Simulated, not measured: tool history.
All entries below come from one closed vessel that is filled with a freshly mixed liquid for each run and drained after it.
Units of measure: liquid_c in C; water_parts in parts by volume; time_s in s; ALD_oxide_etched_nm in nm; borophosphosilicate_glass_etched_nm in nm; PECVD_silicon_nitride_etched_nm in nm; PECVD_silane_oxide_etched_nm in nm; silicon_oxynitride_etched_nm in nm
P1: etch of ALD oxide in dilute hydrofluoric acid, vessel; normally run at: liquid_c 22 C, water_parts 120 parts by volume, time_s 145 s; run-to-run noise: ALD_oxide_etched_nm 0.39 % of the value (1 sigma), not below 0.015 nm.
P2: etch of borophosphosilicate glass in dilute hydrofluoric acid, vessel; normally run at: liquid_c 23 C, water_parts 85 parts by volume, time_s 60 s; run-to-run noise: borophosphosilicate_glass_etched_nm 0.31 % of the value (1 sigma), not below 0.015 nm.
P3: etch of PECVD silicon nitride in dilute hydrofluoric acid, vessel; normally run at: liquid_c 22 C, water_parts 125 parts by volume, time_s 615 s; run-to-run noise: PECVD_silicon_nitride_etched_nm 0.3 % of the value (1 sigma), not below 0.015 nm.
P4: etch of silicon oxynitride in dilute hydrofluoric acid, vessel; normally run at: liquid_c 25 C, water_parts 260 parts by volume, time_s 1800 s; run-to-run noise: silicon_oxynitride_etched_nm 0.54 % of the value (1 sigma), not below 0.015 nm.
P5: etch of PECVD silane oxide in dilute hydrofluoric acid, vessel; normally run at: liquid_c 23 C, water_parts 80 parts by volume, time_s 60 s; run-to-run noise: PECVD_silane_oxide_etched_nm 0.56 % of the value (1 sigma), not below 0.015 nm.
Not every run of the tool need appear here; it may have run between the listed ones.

run	hour	process	liquid_c	water_parts	time_s	hours since the thermometer was replaced	hours since the hydrofluoric acid flow meter was replaced	ALD_oxide_etched_nm	borophosphosilicate_glass_etched_nm	PECVD_silicon_nitride_etched_nm	PECVD_silane_oxide_etched_nm	silicon_oxynitride_etched_nm
1	11.5	P1	22	120	145	1024.6	678	17.12				
2	23.2	P2	23	150	60	1036.3	689.7		22.185			
3	31.3	P1	22	65	145	1044.4	697.8	33.383				
4	39.7	P3	17	125	615	1052.8	706.2			14.208		
5	51.7	P2	23	85	30	1064.8	718.2		21.217			
6	61.3	P3	22	125	615	1074.4	727.8			19.884		
7	71.4	P1	17	120	275	1084.5	737.9	26.529				
8	80	P1	22	120	145	1093.1	746.5	17.066				
9	91.2	P3	22	125	230	1104.3	757.7			7.4738		
10	106.8	P1	22	120	145	1119.9	773.3	17.112				
11	116.1	P1	22	120	145	1129.2	782.6	17.16				
12	129.3	P1	22	120	145	1142.4	795.8	17.211				
13	144.1	P5	17	80	60	1157.2	810.6				27.665	
14	158.3	P1	26.5	120	40	1171.4	824.8	5.6204				
15	173.1	P5	23	80	30	1186.2	839.6				17.718	
16	185.3	P5	23	80	60	1198.4	851.8				35.352	
17	200.8	P1	22	190	90	1213.9	867.3	6.1934				
18	209.3	P1	26	120	145	1222.4	875.8	20.032				
19	224	P1	22	120	55	1237.1	890.5	6.4798				
20	236	P1	18	120	145	1249.1	902.5	14.458				
21	250	P2	18.5	85	60	1263.1	916.5		35.161			
22	262.9	P4	25	135	1800	1276	929.4					47.951
23	277.1	P1	22	180	145	1290.2	943.6	10.727				
24	287.9	P2	23	85	60	1301	954.4		42.66			
25	297.3	P4	25	260	1800	1310.4	963.8					22.656
26	312.2	P4	25	260	300	1325.3	978.7					3.7036
27	320.8	P5	23	140	60	1333.9	987.3				19.133	
28	329.9	P1	22	120	210	1343	996.4	24.842				
29	337.4	P4	32.5	260	1800	1350.5	1003.9					30.986
30	352.3	P3	22	200	615	1365.4	1018.8			12.504		
31	364	P1	22	120	145	1377.1	1030.5	17.149				
32	371.5	P1	22	120	145	1384.6	1038	17.496				
33	387.2	P1	22	120	145	1400.3	1053.7	17.935				
34	395.5	P1	22	120	145	1408.6	1062	18.298				
35	404.4	P1	22	120	145	1417.5	1070.9	18.512				
36	416.7	P1	22	120	145	1429.8	1083.2	18.34				
37	430.4	P1	22	120	145	1443.5	1096.9	18.505				
38	439.2	P1	22	120	145	1452.3	1105.7	18.543				
39	451.3	P1	22	120	145	1464.4	1117.8	18.764				
40	462.3	P1	22	120	145	1475.4	1128.8	18.617				
41	474.5	P1	22	120	145	1487.6	1141	18.694				

Compared with where it was, what P1 gives has crept away. Each cause listed below fits the log as well as the rest, at the size given for it:
A: hydrofluoric acid flow above the setpoint (%) = 7.98
B: liquid hotter than its thermometer reads (K) = 2.21
At approximately hour 364, the process output began to creep.

Which of the 4 check runs listed below separates the causes, so that each cause would produce a clearly different result? Each run uses one wafer, and its results are marked with question marks.
check 1	486.7	P2	23	110	30				?			
check 2	486.7	P4	25	165	1800							?
check 3	486.7	P5	18	115	60						?	
check 4	486.7	P3	22	165	615					?		

What each check would give under each cause:
check	result	if A	if B
check 1	borophosphosilicate_glass_etched_nm	17.349	17.356
check 2	silicon_oxynitride_etched_nm	41.836	42.334
check 3	PECVD_silane_oxide_etched_nm	21.126	21.231
check 4	PECVD_silicon_nitride_etched_nm	16.341	17.483
How far apart the two closest causes lie, in the result that separates them most: check 1 0.04 %; check 2 1.18 %; check 3 0.5 %; check 4 6.75 %
The other checks would show nearly matching results whichever cause is true, so check 4 is the only one that separates the causes.

Here is what check 4 returned: PECVD_silicon_nitride_etched_nm 16.269 nm. Which cause is it?

The correct cause is A, namely: hydrofluoric acid flow above the setpoint (%).
